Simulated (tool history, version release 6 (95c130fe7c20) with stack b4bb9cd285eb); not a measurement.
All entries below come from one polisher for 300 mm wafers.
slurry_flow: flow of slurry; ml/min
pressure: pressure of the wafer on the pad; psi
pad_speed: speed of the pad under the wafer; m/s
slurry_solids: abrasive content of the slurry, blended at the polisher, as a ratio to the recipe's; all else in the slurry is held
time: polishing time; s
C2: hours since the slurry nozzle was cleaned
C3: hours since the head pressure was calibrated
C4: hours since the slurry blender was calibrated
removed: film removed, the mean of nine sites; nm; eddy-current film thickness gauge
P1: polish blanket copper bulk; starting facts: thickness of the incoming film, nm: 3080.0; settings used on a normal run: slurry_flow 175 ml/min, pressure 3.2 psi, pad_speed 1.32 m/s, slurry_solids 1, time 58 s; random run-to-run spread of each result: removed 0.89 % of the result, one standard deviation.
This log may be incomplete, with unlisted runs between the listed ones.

Run 1, hour 12.9: slurry_flow 175 ml/min, pressure 3.2 psi, pad_speed 1.32 m/s, slurry_solids 1, time 58 s; wafers polished on this pad 684; C2 242.4; C3 188.2; C4 353.1. Result: removed 911.97 nm.
Run 2, hour 21.9: slurry_flow 105 ml/min, pressure 3.2 psi, pad_speed 1.32 m/s, slurry_solids 1, time 58 s; wafers polished on this pad 788; C2 251.4; C3 197.2; C4 362.1. Result: removed 842.51 nm.
At hour 28.3: slurry blender recalibrated.
Run 3, hour 34.4: slurry_flow 255 ml/min, pressure 3.2 psi, pad_speed 1.32 m/s, slurry_solids 1, time 58 s; wafers polished on this pad 931; C2 263.9; C3 209.7; C4 6.2. Result: removed 975.16 nm.
Run 4, hour 44.9: slurry_flow 175 ml/min, pressure 3.2 psi, pad_speed 1.32 m/s, slurry_solids 1, time 90 s; wafers polished on this pad 1051; C2 274.4; C3 220.2; C4 16.7. Result: removed 1417.3 nm.
Run 5, hour 51: slurry_flow 175 ml/min, pressure 3.2 psi, pad_speed 0.64 m/s, slurry_solids 1, time 58 s; wafers polished on this pad 1121; C2 280.5; C3 226.3; C4 22.8. Result: removed 441.25 nm.
Run 6, hour 60.4: slurry_flow 175 ml/min, pressure 3.2 psi, pad_speed 1.74 m/s, slurry_solids 1, time 58 s; wafers polished on this pad 1229; C2 289.9; C3 235.7; C4 32.2. Result: removed 1203.1 nm.
Run 7, hour 70.1: slurry_flow 175 ml/min, pressure 3.2 psi, pad_speed 1.32 m/s, slurry_solids 1, time 58 s; wafers polished on this pad 1341; C2 299.6; C3 245.4; C4 41.9. Result: removed 924.97 nm.
Run 8, hour 76.8: slurry_flow 175 ml/min, pressure 3.2 psi, pad_speed 1.32 m/s, slurry_solids 0.75, time 83 s; wafers polished on this pad 1417; C2 306.3; C3 252.1; C4 48.6. Result: removed 1225.7 nm.
Run 9, hour 83.9: slurry_flow 175 ml/min, pressure 1.9 psi, pad_speed 1.32 m/s, slurry_solids 1, time 58 s; wafers polished on this pad 1499; C2 313.4; C3 259.2; C4 55.7. Result: removed 541.2 nm.
Run 10, hour 92.8: slurry_flow 235 ml/min, pressure 3.2 psi, pad_speed 1.32 m/s, slurry_solids 1, time 71 s; wafers polished on this pad 1601; C2 322.3; C3 268.1; C4 64.6. Result: removed 1164.1 nm.
Run 11, hour 99.3: slurry_flow 175 ml/min, pressure 4.4 psi, pad_speed 1.32 m/s, slurry_solids 1, time 58 s; wafers polished on this pad 1675; C2 328.8; C3 274.6; C4 71.1. Result: removed 1274.4 nm.
Run 12, hour 111.8: slurry_flow 175 ml/min, pressure 3.2 psi, pad_speed 1.32 m/s, slurry_solids 1, time 58 s; wafers polished on this pad 1819; C2 341.3; C3 287.1; C4 83.6. Result: removed 910.1 nm.
Run 13, hour 118.5: slurry_flow 175 ml/min, pressure 3.2 psi, pad_speed 1.32 m/s, slurry_solids 1, time 37 s; wafers polished on this pad 1896; C2 348; C3 293.8; C4 90.3. Result: removed 583.93 nm.
Run 14, hour 130.9: slurry_flow 175 ml/min, pressure 3.2 psi, pad_speed 1.32 m/s, slurry_solids 1, time 58 s; wafers polished on this pad 2038; C2 360.4; C3 306.2; C4 102.7. Result: removed 917.85 nm.
Run 15, hour 139: slurry_flow 175 ml/min, pressure 4.4 psi, pad_speed 1.86 m/s, slurry_solids 1, time 58 s; wafers polished on this pad 2131; C2 368.5; C3 314.3; C4 110.8. Result: removed 1766.1 nm.
Run 16, hour 151.1: slurry_flow 175 ml/min, pressure 3.2 psi, pad_speed 1.32 m/s, slurry_solids 1, time 58 s; wafers polished on this pad 2270; C2 380.6; C3 326.4; C4 122.9. Result: removed 918.17 nm.
Run 17, hour 162.3: slurry_flow 175 ml/min, pressure 3.2 psi, pad_speed 1.32 m/s, slurry_solids 0.6, time 58 s; wafers polished on this pad 2398; C2 391.8; C3 337.6; C4 134.1. Result: removed 817.62 nm.
Run 18, hour 173: slurry_flow 175 ml/min, pressure 3.2 psi, pad_speed 1.32 m/s, slurry_solids 1.25, time 58 s; wafers polished on this pad 2521; C2 402.5; C3 348.3; C4 144.8. Result: removed 968.06 nm.
Run 19, hour 180.5: slurry_flow 175 ml/min, pressure 3.2 psi, pad_speed 1.32 m/s, slurry_solids 1, time 58 s; wafers polished on this pad 2607; C2 410; C3 355.8; C4 152.3. Result: removed 920.85 nm.
Run 20, hour 186.3: slurry_flow 175 ml/min, pressure 3.2 psi, pad_speed 1.32 m/s, slurry_solids 1, time 58 s; wafers polished on this pad 2673; C2 415.8; C3 361.6; C4 158.1. Result: removed 893.47 nm.
Run 21, hour 196.2: slurry_flow 175 ml/min, pressure 3.2 psi, pad_speed 1.32 m/s, slurry_solids 1, time 58 s; wafers polished on this pad 2787; C2 425.7; C3 371.5; C4 168. Result: removed 868.67 nm.
At hour 199.6: slurry blender recalibrated.
Run 22, hour 205.3: slurry_flow 175 ml/min, pressure 3.2 psi, pad_speed 1.32 m/s, slurry_solids 1, time 58 s; wafers polished on this pad 2891; C2 434.8; C3 380.6; C4 5.8. Result: removed 871.11 nm.
Run 23, hour 212: slurry_flow 175 ml/min, pressure 3.2 psi, pad_speed 1.32 m/s, slurry_solids 1, time 58 s; wafers polished on this pad 2968; C2 441.5; C3 387.3; C4 12.5. Result: removed 881.25 nm.
At hour 212.3: head pressure recalibrated.
Run 24, hour 221.6: slurry_flow 175 ml/min, pressure 3.2 psi, pad_speed 1.32 m/s, slurry_solids 1, time 58 s; wafers polished on this pad 3078; C2 451.1; C3 9.4; C4 22.1. Result: removed 859.15 nm.
Run 25, hour 232.2: slurry_flow 175 ml/min, pressure 3.2 psi, pad_speed 1.32 m/s, slurry_solids 1, time 58 s; wafers polished on this pad 3200; C2 461.7; C3 20; C4 32.7. Result: removed 846.32 nm.

What P1 gives has crept away from where it was. These 2 causes fit the log equally well, each at the size given:
A: slurry flow missing at the pad, % = 32.1
B: removal rate lost through wear of the pad, % = 6.7
The onset of the drift is placed at about hour 180.5.
Other possible causes, and why each is ruled out:
head's pressure below its setpoint, %: work on it at hour 212.3, done after the drift set in, did not restore what the process gave before
abrasive missing from the slurry, %: work on it at hour 199.6, done after the drift set in, did not restore what the process gave before

Which of the check runs below tells the causes apart, meaning the causes would give it clearly different results? Each run uses 3 wafers whose results are averaged, and each result is shown as a question mark.
Run check 1, hour 242.8: slurry_flow 175 ml/min, pressure 3.2 psi, pad_speed 0.66 m/s, slurry_solids 0.8, time 58 s. Result: removed ?.
Run check 2, hour 242.8: slurry_flow 105 ml/min, pressure 4 psi, pad_speed 1.32 m/s, slurry_solids 1, time 58 s. Result: removed ?.
Run check 3, hour 242.8: slurry_flow 175 ml/min, pressure 4.1 psi, pad_speed 1.32 m/s, slurry_solids 1, time 79 s. Result: removed ?.
Run check 4, hour 242.8: slurry_flow 175 ml/min, pressure 4.2 psi, pad_speed 0.86 m/s, slurry_solids 1, time 58 s. Result: removed ?.

What each check would give under each cause:
  check   result    if A    if B
check 1  removed  408.93  408.98
check 2  removed  934.02  972.42
check 3  removed  1496.2  1496.4
check 4  removed  733.15  733.25
Per check, the gap between the least separated pair of causes, taken in the result that splits them most: check 1 0.01 %; check 2 4.03 %; check 3 0.01 %; check 4 0.01 %
Of the check runs offered, only check 2 discriminates between the causes; the rest would read about the same regardless of which cause applies.

With check 2 done, the readings were: removed 932.85 nm. Identify which of the listed causes applies.

Of the candidate causes, it is A: slurry flow missing at the pad, %.
